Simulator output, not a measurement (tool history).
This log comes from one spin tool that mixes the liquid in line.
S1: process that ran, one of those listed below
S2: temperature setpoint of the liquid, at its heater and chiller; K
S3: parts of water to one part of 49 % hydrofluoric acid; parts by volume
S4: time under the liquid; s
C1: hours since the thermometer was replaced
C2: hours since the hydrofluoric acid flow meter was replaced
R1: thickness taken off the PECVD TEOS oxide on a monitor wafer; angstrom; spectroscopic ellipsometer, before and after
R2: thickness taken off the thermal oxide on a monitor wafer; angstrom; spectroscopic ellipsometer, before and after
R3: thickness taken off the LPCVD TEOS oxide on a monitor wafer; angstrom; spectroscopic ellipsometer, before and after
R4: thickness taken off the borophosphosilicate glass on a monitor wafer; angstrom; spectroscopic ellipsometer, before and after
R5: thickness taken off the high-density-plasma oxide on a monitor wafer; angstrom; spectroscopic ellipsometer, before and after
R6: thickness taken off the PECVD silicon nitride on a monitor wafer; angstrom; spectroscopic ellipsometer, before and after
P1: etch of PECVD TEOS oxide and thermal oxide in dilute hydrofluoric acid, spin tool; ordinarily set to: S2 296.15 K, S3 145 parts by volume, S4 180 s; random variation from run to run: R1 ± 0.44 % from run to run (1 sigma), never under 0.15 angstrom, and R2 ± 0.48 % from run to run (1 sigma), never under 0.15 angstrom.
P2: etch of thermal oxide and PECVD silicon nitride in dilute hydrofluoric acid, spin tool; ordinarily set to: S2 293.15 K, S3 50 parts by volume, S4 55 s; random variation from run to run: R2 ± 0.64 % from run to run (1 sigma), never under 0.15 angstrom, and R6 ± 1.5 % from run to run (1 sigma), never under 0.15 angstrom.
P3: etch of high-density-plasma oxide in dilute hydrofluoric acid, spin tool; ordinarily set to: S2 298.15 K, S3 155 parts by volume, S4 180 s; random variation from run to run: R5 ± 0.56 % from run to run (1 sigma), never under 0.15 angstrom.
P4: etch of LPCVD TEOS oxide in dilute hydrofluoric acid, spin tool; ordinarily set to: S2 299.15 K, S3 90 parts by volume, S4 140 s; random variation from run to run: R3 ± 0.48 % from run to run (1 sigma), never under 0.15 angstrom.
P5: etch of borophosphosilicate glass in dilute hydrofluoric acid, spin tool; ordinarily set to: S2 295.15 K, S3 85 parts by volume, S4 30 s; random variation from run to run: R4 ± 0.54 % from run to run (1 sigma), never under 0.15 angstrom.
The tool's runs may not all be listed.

{"run": 1, "day": 0.404, "S1": "P1", "S2": 296.15, "S3": 145, "S4": 180, "C1": 1000.5, "C2": 650.2, "R1": 217.63, "R2": 56.835}
{"run": 2, "day": 0.95, "S1": "P1", "S2": 296.15, "S3": 55, "S4": 180, "C1": 1013.6, "C2": 663.3, "R1": 636.71, "R2": 166.51}
{"run": 3, "day": 1.483, "S1": "P4", "S2": 299.15, "S3": 90, "S4": 220, "C1": 1026.4, "C2": 676.1, "R3": 811.7}
{"run": 4, "day": 1.742, "S1": "P5", "S2": 295.15, "S3": 85, "S4": 30, "C1": 1032.6, "C2": 682.3, "R4": 170.2}
{"run": 5, "day": 1.996, "S1": "P3", "S2": 298.15, "S3": 275, "S4": 180, "C1": 1038.7, "C2": 688.4, "R5": 27.648}
{"run": 6, "day": 2.429, "S1": "P5", "S2": 301.15, "S3": 85, "S4": 30, "C1": 1049.1, "C2": 698.8, "R4": 214.95}
{"run": 7, "day": 2.792, "S1": "P2", "S2": 293.15, "S3": 50, "S4": 55, "C1": 1057.8, "C2": 707.5, "R2": 49.493, "R6": 13.73}
{"run": 8, "day": 3.329, "S1": "P1", "S2": 296.15, "S3": 145, "S4": 180, "C1": 1070.7, "C2": 720.4, "R1": 216.83, "R2": 56.49}
{"run": 9, "day": 3.842, "S1": "P3", "S2": 292.65, "S3": 155, "S4": 180, "C1": 1083, "C2": 732.7, "R5": 44.976}
{"run": 10, "day": 4.2, "S1": "P1", "S2": 296.15, "S3": 205, "S4": 180, "C1": 1091.6, "C2": 741.3, "R1": 144.26, "R2": 37.742}
{"run": 11, "day": 4.733, "S1": "P1", "S2": 291.15, "S3": 145, "S4": 180, "C1": 1104.4, "C2": 754.1, "R1": 178.29, "R2": 46.451}
{"run": 12, "day": 5.221, "S1": "P1", "S2": 296.15, "S3": 145, "S4": 260, "C1": 1116.1, "C2": 765.8, "R1": 315, "R2": 81.305}
{"run": 13, "day": 5.708, "S1": "P1", "S2": 291.65, "S3": 65, "S4": 180, "C1": 1127.8, "C2": 777.5, "R1": 441.97, "R2": 115.14}
{"run": 14, "day": 6.204, "S1": "P4", "S2": 299.15, "S3": 90, "S4": 140, "C1": 1139.7, "C2": 789.4, "R3": 513.25}
{"run": 15, "day": 6.471, "S1": "P5", "S2": 295.15, "S3": 85, "S4": 50, "C1": 1146.1, "C2": 795.8, "R4": 282.17}
{"run": 16, "day": 6.792, "S1": "P1", "S2": 304.15, "S3": 145, "S4": 180, "C1": 1153.8, "C2": 803.5, "R1": 290.6, "R2": 76.162}
{"run": 17, "day": 7.292, "S1": "P1", "S2": 296.15, "S3": 145, "S4": 15, "C1": 1165.8, "C2": 815.5, "R1": 18.025, "R2": 4.8304}
{"run": 18, "day": 7.633, "S1": "P4", "S2": 299.15, "S3": 50, "S4": 140, "C1": 1174, "C2": 823.7, "R3": 981.96}
{"run": 19, "day": 8.175, "S1": "P3", "S2": 298.15, "S3": 155, "S4": 180, "C1": 1187, "C2": 836.7, "R5": 55.685}
{"run": 20, "day": 8.492, "S1": "P1", "S2": 296.15, "S3": 145, "S4": 180, "C1": 1194.6, "C2": 844.3, "R1": 217.62, "R2": 56.747}
{"run": 21, "day": 8.946, "S1": "P2", "S2": 300.65, "S3": 50, "S4": 55, "C1": 1205.5, "C2": 855.2, "R2": 66.233, "R6": 22.925}
{"run": 22, "day": 9.462, "S1": "P1", "S2": 296.15, "S3": 145, "S4": 180, "C1": 1217.9, "C2": 867.6, "R1": 216.86, "R2": 56.578}
{"run": 23, "day": 9.721, "S1": "P1", "S2": 296.15, "S3": 145, "S4": 180, "C1": 1224.1, "C2": 873.8, "R1": 216.08, "R2": 56.488}
{"run": 24, "day": 10.125, "S1": "P3", "S2": 298.15, "S3": 155, "S4": 50, "C1": 1233.8, "C2": 883.5, "R5": 15.771}
{"run": 25, "day": 10.667, "S1": "P3", "S2": 298.15, "S3": 155, "S4": 180, "C1": 1246.8, "C2": 896.5, "R5": 55.79}
{"run": 26, "day": 11.083, "S1": "P2", "S2": 293.15, "S3": 50, "S4": 100, "C1": 1256.8, "C2": 906.5, "R2": 89.798, "R6": 24.769}
{"run": 27, "day": 11.483, "S1": "P5", "S2": 295.15, "S3": 125, "S4": 30, "C1": 1266.4, "C2": 916.1, "R4": 109.23}
{"run": 28, "day": 12.029, "S1": "P2", "S2": 293.15, "S3": 75, "S4": 55, "C1": 1279.5, "C2": 929.2, "R2": 32.064, "R6": 8.8116}
{"run": 29, "day": 12.342, "S1": "P4", "S2": 305.65, "S3": 90, "S4": 140, "C1": 1287, "C2": 936.7, "R3": 661.46}
{"run": 30, "day": 12.642, "S1": "P5", "S2": 295.15, "S3": 85, "S4": 30, "C1": 1294.2, "C2": 943.9, "R4": 169.94}
{"run": 31, "day": 13.042, "S1": "P1", "S2": 296.15, "S3": 145, "S4": 180, "C1": 1303.8, "C2": 953.5, "R1": 217.44, "R2": 57}
{"run": 32, "day": 13.471, "S1": "P1", "S2": 296.15, "S3": 145, "S4": 180, "C1": 1314.1, "C2": 963.8, "R1": 208.2, "R2": 54.109}
{"run": 33, "day": 14.025, "S1": "P1", "S2": 296.15, "S3": 145, "S4": 180, "C1": 1327.4, "C2": 977.1, "R1": 202.09, "R2": 52.636}
{"run": 34, "day": 14.583, "S1": "P1", "S2": 296.15, "S3": 145, "S4": 180, "C1": 1340.8, "C2": 990.5, "R1": 198.23, "R2": 52.116}
{"run": 35, "day": 15.046, "S1": "P1", "S2": 296.15, "S3": 145, "S4": 180, "C1": 1351.9, "C2": 1001.6, "R1": 197.87, "R2": 52.382}
{"run": 36, "day": 15.425, "S1": "P1", "S2": 296.15, "S3": 145, "S4": 180, "C1": 1361, "C2": 1010.7, "R1": 197.27, "R2": 51.709}
{"run": 37, "day": 15.879, "S1": "P1", "S2": 296.15, "S3": 145, "S4": 180, "C1": 1371.9, "C2": 1021.6, "R1": 198.2, "R2": 51.313}

P1 has crept away from where it was. The log is fitted equally well by each of these 2 causes, at the sizes shown:
A: liquid colder than its thermometer reads (K) = 2.37
B: hydrofluoric acid flow below the setpoint (%) = 7.63
The gradual shift began around day 13.042.

Of the 4 check runs below, each run on 3 wafers with the results averaged and each result still a question mark, which one would tell the listed causes apart?
{"run": "check 1", "day": 16.333, "S1": "P2", "S2": 298.65, "S3": 50, "S4": 55, "R2": "?", "R6": "?"}
{"run": "check 2", "day": 16.333, "S1": "P4", "S2": 303.65, "S3": 90, "S4": 205, "R3": "?"}
{"run": "check 3", "day": 16.333, "S1": "P3", "S2": 298.15, "S3": 250, "S4": 80, "R5": "?"}
{"run": "check 4", "day": 16.333, "S1": "P5", "S2": 298.15, "S3": 85, "S4": 30, "R4": "?"}

What each check would give under each cause:
check=check_1 result=R2 if_A=55.949 if_B=56.639
check=check_1 result=R6 if_A=17.235 if_B=18.698
check=check_2 result=R3 if_A=823.42 if_B=823.53
check=check_3 result=R5 if_A=12.786 if_B=12.587
check=check_4 result=R4 if_A=173.44 if_B=174.62
Gap, in per cent, between the two causes that each check separates least, read from the result that separates them most: check 1 8.15 %; check 2 0.01 %; check 3 1.56 %; check 4 0.68 %
Check 1 tells the causes apart: in the others they would give nearly the same result.

Then check 1 was run and gave: R2 56.484 angstrom; R6 19.114 angstrom. Which cause is it?

It was cause B: hydrofluoric acid flow below the setpoint (%).
